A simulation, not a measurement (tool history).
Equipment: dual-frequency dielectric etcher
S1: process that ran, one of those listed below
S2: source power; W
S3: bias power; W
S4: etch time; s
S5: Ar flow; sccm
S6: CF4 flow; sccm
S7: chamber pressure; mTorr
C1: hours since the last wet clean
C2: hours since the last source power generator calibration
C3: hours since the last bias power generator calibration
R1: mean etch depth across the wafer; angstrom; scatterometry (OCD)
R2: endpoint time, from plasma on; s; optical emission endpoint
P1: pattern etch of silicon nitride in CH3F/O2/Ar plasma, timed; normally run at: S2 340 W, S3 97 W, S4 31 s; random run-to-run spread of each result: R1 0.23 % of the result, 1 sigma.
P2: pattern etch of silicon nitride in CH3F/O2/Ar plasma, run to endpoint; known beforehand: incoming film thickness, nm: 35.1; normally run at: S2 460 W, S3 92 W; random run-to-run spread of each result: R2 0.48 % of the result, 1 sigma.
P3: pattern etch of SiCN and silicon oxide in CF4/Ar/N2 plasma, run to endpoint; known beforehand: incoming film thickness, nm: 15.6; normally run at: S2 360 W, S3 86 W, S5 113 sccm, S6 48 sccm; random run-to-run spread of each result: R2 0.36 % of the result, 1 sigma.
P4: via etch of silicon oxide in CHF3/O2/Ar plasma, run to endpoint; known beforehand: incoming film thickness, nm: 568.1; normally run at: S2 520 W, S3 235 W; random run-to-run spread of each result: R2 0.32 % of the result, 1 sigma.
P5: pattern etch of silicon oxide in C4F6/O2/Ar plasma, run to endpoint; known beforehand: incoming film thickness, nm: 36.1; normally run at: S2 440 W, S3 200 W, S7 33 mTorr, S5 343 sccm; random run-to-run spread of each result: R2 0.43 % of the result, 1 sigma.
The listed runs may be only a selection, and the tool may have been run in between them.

| run | hour | S1 | S2 | S3 | S4 | S5 | S6 | S7 | C1 | C2 | C3 | R1 | R2 |
|---|---|---|---|---|---|---|---|---|---|---|---|---|---|
| 1 | 8.7 | P1 | 340 | 97 | 31 |  |  |  | 73.1 | 1393.7 | 1428.9 | 232.15 |  |
| 2 | 18.3 | P1 | 340 | 62 | 46 |  |  |  | 82.7 | 1403.3 | 1438.5 | 293.47 |  |
| 3 | 28.9 | P1 | 340 | 97 | 31 |  |  |  | 93.3 | 1413.9 | 1449.1 | 230.71 |  |
| 4 | 38.7 | P1 | 340 | 61 | 31 |  |  |  | 103.1 | 1423.7 | 1458.9 | 197.13 |  |
| 5 | 45.5 | P1 | 400 | 97 | 31 |  |  |  | 109.9 | 1430.5 | 1465.7 | 245.56 |  |
| 6 | 55.3 | P3 | 360 | 86 |  | 113 | 48 |  | 119.7 | 1440.3 | 1475.5 |  | 22.949 |
| 7 | 65.4 | P3 | 360 | 86 |  | 71 | 48 |  | 129.8 | 1450.4 | 1485.6 |  | 21.341 |
| 8 | 71.9 | P5 | 440 | 200 |  | 343 |  | 33 | 136.3 | 1456.9 | 1492.1 |  | 11.198 |
| 9 | 79.4 | P1 | 340 | 97 | 31 |  |  |  | 143.8 | 1464.4 | 1499.6 | 231.69 |  |
| 10 | 86.6 | P5 | 440 | 200 |  | 343 |  | 26.5 | 151 | 1471.6 | 1506.8 |  | 10.889 |
| 11 | 94.6 | P4 | 520 | 235 |  |  |  |  | 159 | 1479.6 | 1514.8 |  | 277.39 |
| 12 | 105.2 | P3 | 360 | 86 |  | 113 | 36 |  | 169.6 | 1490.2 | 1525.4 |  | 23.864 |
| 13 | 117.2 | P4 | 350 | 235 |  |  |  |  | 181.6 | 1502.2 | 1537.4 |  | 320.84 |
| 14 | 129 | P1 | 340 | 97 | 39.5 |  |  |  | 193.4 | 1514 | 1549.2 | 295.17 |  |
| 15 | 137 | P5 | 440 | 117 |  | 343 |  | 33 | 201.4 | 1522 | 1557.2 |  | 13.176 |
| 16 | 143.3 | P5 | 440 | 200 |  | 343 |  | 33 | 207.7 | 1528.3 | 1563.5 |  | 11.132 |
| 17 | 152.5 | P1 | 340 | 97 | 31 |  |  |  | 216.9 | 1537.5 | 1572.7 | 232.65 |  |
| 18 | 163.3 | P1 | 340 | 97 | 23.5 |  |  |  | 227.7 | 1548.3 | 1583.5 | 175.43 |  |
| 19 | 168.7 | P5 | 440 | 200 |  | 245 |  | 33 | 233.1 | 1553.7 | 1588.9 |  | 10.736 |
| 20 | 178.8 | P4 | 520 | 304 |  |  |  |  | 243.2 | 1563.8 | 1599 |  | 253.8 |
| 21 | 187 | P1 | 340 | 129 | 40 |  |  |  | 251.4 | 1572 | 1607.2 | 330.89 |  |
| 22 | 195.8 | P1 | 390 | 97 | 19 |  |  |  | 260.2 | 1580.8 | 1616 | 149.24 |  |
| 23 | 205.4 | P2 | 560 | 92 |  |  |  |  | 269.8 | 1590.4 | 1625.6 |  | 40.543 |
| 24 | 217 | P1 | 270 | 97 | 31 |  |  |  | 281.4 | 1602 | 1637.2 | 212.35 |  |
| 25 | 225.7 | P1 | 340 | 97 | 31 |  |  |  | 290.1 | 1610.7 | 1645.9 | 231.21 |  |
| 26 | 232.4 | P3 | 360 | 115 |  | 113 | 48 |  | 296.8 | 1617.4 | 1652.6 |  | 20.292 |
| 27 | 244.2 | P1 | 340 | 97 | 31 |  |  |  | 308.6 | 1629.2 | 1664.4 | 231.33 |  |
| 28 | 254.4 | P3 | 440 | 86 |  | 113 | 48 |  | 318.8 | 1639.4 | 1674.6 |  | 19.076 |
| 29 | 266.6 | P2 | 460 | 72 |  |  |  |  | 331 | 1651.6 | 1686.8 |  | 47.51 |
| 30 | 277.6 | P2 | 460 | 92 |  |  |  |  | 342 | 1662.6 | 1697.8 |  | 43.545 |
| 31 | 288.4 | P5 | 520 | 200 |  | 343 |  | 33 | 352.8 | 1673.4 | 1708.6 |  | 10.447 |
| 32 | 300.1 | P1 | 340 | 127 | 31 |  |  |  | 364.5 | 1685.1 | 1720.3 | 256.75 |  |
| 33 | 305.4 | P1 | 340 | 97 | 31 |  |  |  | 369.8 | 1690.4 | 1725.6 | 231.28 |  |
| 34 | 312.7 | P1 | 340 | 97 | 31 |  |  |  | 377.1 | 1697.7 | 1732.9 | 232.51 |  |
| 35 | 319.3 | P1 | 340 | 97 | 31 |  |  |  | 383.7 | 1704.3 | 1739.5 | 234.43 |  |
| 36 | 328.5 | P1 | 340 | 97 | 31 |  |  |  | 392.9 | 1713.5 | 1748.7 | 233.96 |  |
|  | 334.2 | wet clean of the chamber |
| 37 | 334.2 | P1 | 340 | 97 | 31 |  |  |  | 0.1 | 1719.2 | 1754.4 | 235.6 |  |
| 38 | 341.8 | P1 | 340 | 97 | 31 |  |  |  | 7.7 | 1726.8 | 1762 | 234.85 |  |
| 39 | 348.9 | P1 | 340 | 97 | 31 |  |  |  | 14.8 | 1733.9 | 1769.1 | 234.85 |  |

P1 has crept away from where it was. The log is fitted equally well by each of these 2 causes, at the sizes shown:
A: source power that arrives over what is set, % = 4.04
B: bias power that arrives over what is set, % = 4.06
Creep in the process output first set in at about hour 305.4.
Other possible causes, and why each is ruled out:
chamber walls in a state that raises the etch rate, %: serviced after onset, at hour 334.2, with no recovery of the prior output

Which of the check runs below tells the causes apart, meaning the causes would give it clearly different results? Each run uses 2 wafers whose results are averaged, and each result is shown as a question mark.
| check 1 | 356 | P2 | 460 | 77 |  |  |  |  |  |  |  |  | ? |
| check 2 | 356 | P5 | 440 | 123 |  | 248 |  | 33 |  |  |  |  | ? |
| check 3 | 356 | P4 | 370 | 235 |  |  |  |  |  |  |  |  | ? |
| check 4 | 356 | P3 | 360 | 86 |  | 75 | 48 |  |  |  |  |  | ? |

What each check would give under each cause:
| check | result | if A | if B |
|---|---|---|---|
| check 1 | R2 | 45.886 | 45.944 |
| check 2 | R2 | 12.273 | 12.327 |
| check 3 | R2 | 310.52 | 310.61 |
| check 4 | R2 | 20.765 | 21.19 |
Per-check spread between the two closest causes, in the result where they differ most: check 1 0.13 %; check 2 0.44 %; check 3 0.03 %; check 4 2.03 %
The other checks would show nearly matching results whichever cause is true, so check 4 is the only one that separates the causes.

The results of check 4 are: R2 21.28 s. Based on these, which of the listed causes is it?

The cause is B: bias power that arrives over what is set, %.
